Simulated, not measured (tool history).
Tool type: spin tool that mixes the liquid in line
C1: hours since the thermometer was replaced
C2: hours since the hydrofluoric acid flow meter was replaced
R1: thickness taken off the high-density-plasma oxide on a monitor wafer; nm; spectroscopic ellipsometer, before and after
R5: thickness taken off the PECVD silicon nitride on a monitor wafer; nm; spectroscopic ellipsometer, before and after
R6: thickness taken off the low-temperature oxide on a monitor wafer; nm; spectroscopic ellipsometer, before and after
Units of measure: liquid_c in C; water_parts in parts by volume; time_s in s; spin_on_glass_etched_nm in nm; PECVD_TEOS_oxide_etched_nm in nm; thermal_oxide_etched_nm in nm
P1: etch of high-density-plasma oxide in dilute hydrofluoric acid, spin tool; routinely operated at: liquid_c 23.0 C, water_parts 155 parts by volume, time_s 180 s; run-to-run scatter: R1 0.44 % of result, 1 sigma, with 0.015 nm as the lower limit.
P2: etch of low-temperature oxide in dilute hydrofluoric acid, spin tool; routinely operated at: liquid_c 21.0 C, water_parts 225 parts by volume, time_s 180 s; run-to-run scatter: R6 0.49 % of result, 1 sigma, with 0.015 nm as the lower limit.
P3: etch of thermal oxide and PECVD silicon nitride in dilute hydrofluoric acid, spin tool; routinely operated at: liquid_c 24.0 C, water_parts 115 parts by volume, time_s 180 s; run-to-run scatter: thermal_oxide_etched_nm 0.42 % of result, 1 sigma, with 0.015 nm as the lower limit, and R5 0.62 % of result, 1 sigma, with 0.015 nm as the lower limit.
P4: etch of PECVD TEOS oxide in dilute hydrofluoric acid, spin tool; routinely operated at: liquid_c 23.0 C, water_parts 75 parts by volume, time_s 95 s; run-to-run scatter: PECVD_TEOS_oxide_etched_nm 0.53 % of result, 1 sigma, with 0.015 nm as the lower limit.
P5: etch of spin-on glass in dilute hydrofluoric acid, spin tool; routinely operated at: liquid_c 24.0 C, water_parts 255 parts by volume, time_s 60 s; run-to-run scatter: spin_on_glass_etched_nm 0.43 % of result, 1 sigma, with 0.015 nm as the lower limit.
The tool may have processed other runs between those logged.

run 1 hour=11.8 | process=P1 liquid_c=23.0 water_parts=155 time_s=180 | C1=965.6 C2=476.2 | R1=9.0624
run 2 hour=19.2 | process=P5 liquid_c=24.0 water_parts=255 time_s=15 | C1=973.0 C2=483.6 | spin_on_glass_etched_nm=1.2564
run 3 hour=34.8 | process=P4 liquid_c=29.5 water_parts=75 time_s=95 | C1=988.6 C2=499.2 | PECVD_TEOS_oxide_etched_nm=20.4870
run 4 hour=51.5 | process=P3 liquid_c=24.0 water_parts=115 time_s=15 | C1=1005.3 C2=515.9 | thermal_oxide_etched_nm=0.60874 R5=0.37327
run 5 hour=66.3 | process=P3 liquid_c=18.0 water_parts=115 time_s=180 | C1=1020.1 C2=530.7 | thermal_oxide_etched_nm=5.74220 R5=2.87130
run 6 hour=78.8 | process=P3 liquid_c=24.0 water_parts=115 time_s=180 | C1=1032.6 C2=543.2 | thermal_oxide_etched_nm=7.35780 R5=4.33090
run 7 hour=88.8 | process=P4 liquid_c=23.0 water_parts=75 time_s=50 | C1=1042.6 C2=553.2 | PECVD_TEOS_oxide_etched_nm=8.3843
run 8 hour=101.1 | process=P5 liquid_c=24.0 water_parts=255 time_s=60 | C1=1054.9 C2=565.5 | spin_on_glass_etched_nm=4.9861
run 9 hour=109.5 | process=P5 liquid_c=24.0 water_parts=375 time_s=60 | C1=1063.3 C2=573.9 | spin_on_glass_etched_nm=3.0202
run 10 hour=125.4 | process=P2 liquid_c=21.0 water_parts=225 time_s=180 | C1=1079.2 C2=589.8 | R6=19.307
run 11 hour=133.8 | process=P1 liquid_c=28.0 water_parts=155 time_s=180 | C1=1087.6 C2=598.2 | R1=11.0130
run 12 hour=150.1 | process=P2 liquid_c=28.0 water_parts=225 time_s=180 | C1=1103.9 C2=614.5 | R6=24.849
run 13 hour=158.0 | process=P1 liquid_c=23.0 water_parts=270 time_s=180 | C1=1111.8 C2=622.4 | R1=4.6807
-- hour=164.7 thermometer replaced
run 14 hour=168.5 | process=P1 liquid_c=23.0 water_parts=30 time_s=180 | C1=3.8 C2=632.9 | R1=54.7260
run 15 hour=181.0 | process=P1 liquid_c=23.0 water_parts=155 time_s=180 | C1=16.3 C2=645.4 | R1=9.1861
run 16 hour=194.0 | process=P5 liquid_c=19.0 water_parts=255 time_s=60 | C1=29.3 C2=658.4 | spin_on_glass_etched_nm=4.1560
run 17 hour=208.8 | process=P1 liquid_c=23.0 water_parts=270 time_s=270 | C1=44.1 C2=673.2 | R1=6.9344
run 18 hour=218.1 | process=P1 liquid_c=23.0 water_parts=155 time_s=95 | C1=53.4 C2=682.5 | R1=4.8414
run 19 hour=227.5 | process=P4 liquid_c=23.0 water_parts=75 time_s=95 | C1=62.8 C2=691.9 | PECVD_TEOS_oxide_etched_nm=15.8400
run 20 hour=242.8 | process=P4 liquid_c=23.0 water_parts=115 time_s=95 | C1=78.1 C2=707.2 | PECVD_TEOS_oxide_etched_nm=9.7356
run 21 hour=257.0 | process=P3 liquid_c=24.0 water_parts=115 time_s=180 | C1=92.3 C2=721.4 | thermal_oxide_etched_nm=7.34740 R5=4.34010
run 22 hour=268.3 | process=P1 liquid_c=17.5 water_parts=155 time_s=180 | C1=103.6 C2=732.7 | R1=7.3350
run 23 hour=285.2 | process=P1 liquid_c=23.0 water_parts=155 time_s=180 | C1=120.5 C2=749.6 | R1=9.1592
run 24 hour=300.6 | process=P3 liquid_c=24.0 water_parts=70 time_s=180 | C1=135.9 C2=765.0 | thermal_oxide_etched_nm=12.83200 R5=7.08190
run 25 hour=315.5 | process=P2 liquid_c=21.0 water_parts=370 time_s=180 | C1=150.8 C2=779.9 | R6=10.355
run 26 hour=331.7 | process=P1 liquid_c=23.0 water_parts=155 time_s=180 | C1=167.0 C2=796.1 | R1=9.1748
run 27 hour=341.8 | process=P2 liquid_c=21.0 water_parts=225 time_s=180 | C1=177.1 C2=806.2 | R6=19.299
run 28 hour=351.7 | process=P1 liquid_c=23.0 water_parts=155 time_s=275 | C1=187.0 C2=816.1 | R1=13.9400
run 29 hour=365.7 | process=P2 liquid_c=21.0 water_parts=225 time_s=355 | C1=201.0 C2=830.1 | R6=38.303
run 30 hour=373.2 | process=P5 liquid_c=24.0 water_parts=255 time_s=60 | C1=208.5 C2=837.6 | spin_on_glass_etched_nm=4.9802
run 31 hour=389.9 | process=P1 liquid_c=23.0 water_parts=155 time_s=180 | C1=225.2 C2=854.3 | R1=9.1280
run 32 hour=400.2 | process=P1 liquid_c=23.0 water_parts=155 time_s=180 | C1=235.5 C2=864.6 | R1=8.9475
run 33 hour=409.9 | process=P1 liquid_c=23.0 water_parts=155 time_s=180 | C1=245.2 C2=874.3 | R1=8.7530
run 34 hour=424.2 | process=P1 liquid_c=23.0 water_parts=155 time_s=180 | C1=259.5 C2=888.6 | R1=8.5907
run 35 hour=432.5 | process=P1 liquid_c=23.0 water_parts=155 time_s=180 | C1=267.8 C2=896.9 | R1=8.5917
run 36 hour=449.3 | process=P1 liquid_c=23.0 water_parts=155 time_s=180 | C1=284.6 C2=913.7 | R1=8.4323
run 37 hour=465.6 | process=P1 liquid_c=23.0 water_parts=155 time_s=180 | C1=300.9 C2=930.0 | R1=8.4216
run 38 hour=477.3 | process=P1 liquid_c=23.0 water_parts=155 time_s=180 | C1=312.6 C2=941.7 | R1=8.4446
run 39 hour=489.7 | process=P1 liquid_c=23.0 water_parts=155 time_s=180 | C1=325.0 C2=954.1 | R1=8.3519
run 40 hour=504.2 | process=P1 liquid_c=23.0 water_parts=155 time_s=180 | C1=339.5 C2=968.6 | R1=8.3896
run 41 hour=518.7 | process=P1 liquid_c=23.0 water_parts=155 time_s=180 | C1=354.0 C2=983.1 | R1=8.3644
run 42 hour=526.7 | process=P1 liquid_c=23.0 water_parts=155 time_s=180 | C1=362.0 C2=991.1 | R1=8.3103

P1 has crept away from where it was. The log is fitted equally well by each of these 2 causes, at the sizes shown:
A: liquid colder than its thermometer reads (K) = 2.34
B: hydrofluoric acid flow below the setpoint (%) = 7.44
The drift started at roughly hour 389.9.

Each of the 4 check runs below uses one wafer; its results are left as question marks. Which run tells the causes apart?
run check 1 hour=534.7 | process=P5 liquid_c=24.0 water_parts=255 time_s=60 | spin_on_glass_etched_nm=?
run check 2 hour=534.7 | process=P2 liquid_c=21.0 water_parts=225 time_s=180 | R6=?
run check 3 hour=534.7 | process=P3 liquid_c=24.0 water_parts=115 time_s=180 | thermal_oxide_etched_nm=? R5=?
run check 4 hour=534.7 | process=P4 liquid_c=23.0 water_parts=75 time_s=95 | PECVD_TEOS_oxide_etched_nm=?

How each check would come out, cause by cause:
check=check_1 result=spin_on_glass_etched_nm if_A=4.5678 if_B=4.5077
check=check_2 result=R6 if_A=17.670 if_B=17.571
check=check_3 result=thermal_oxide_etched_nm if_A=6.70060 if_B=6.73030
check=check_3 result=R5 if_A=3.71970 if_B=4.02280
check=check_4 result=PECVD_TEOS_oxide_etched_nm if_A=14.3780 if_B=14.5430
Smallest distance between any two causes, each pair judged by its most separating result, in per cent: check 1 1.32 %; check 2 0.56 %; check 3 7.83 %; check 4 1.14 %
Check 3 is the one run that separates the causes; every other check would come out nearly the same whichever cause is at work.

The results of check 3 are: thermal_oxide_etched_nm 6.75480 nm; R5 3.72800 nm. Based on these, which of the listed causes is it?

It was cause A: liquid colder than its thermometer reads (K).
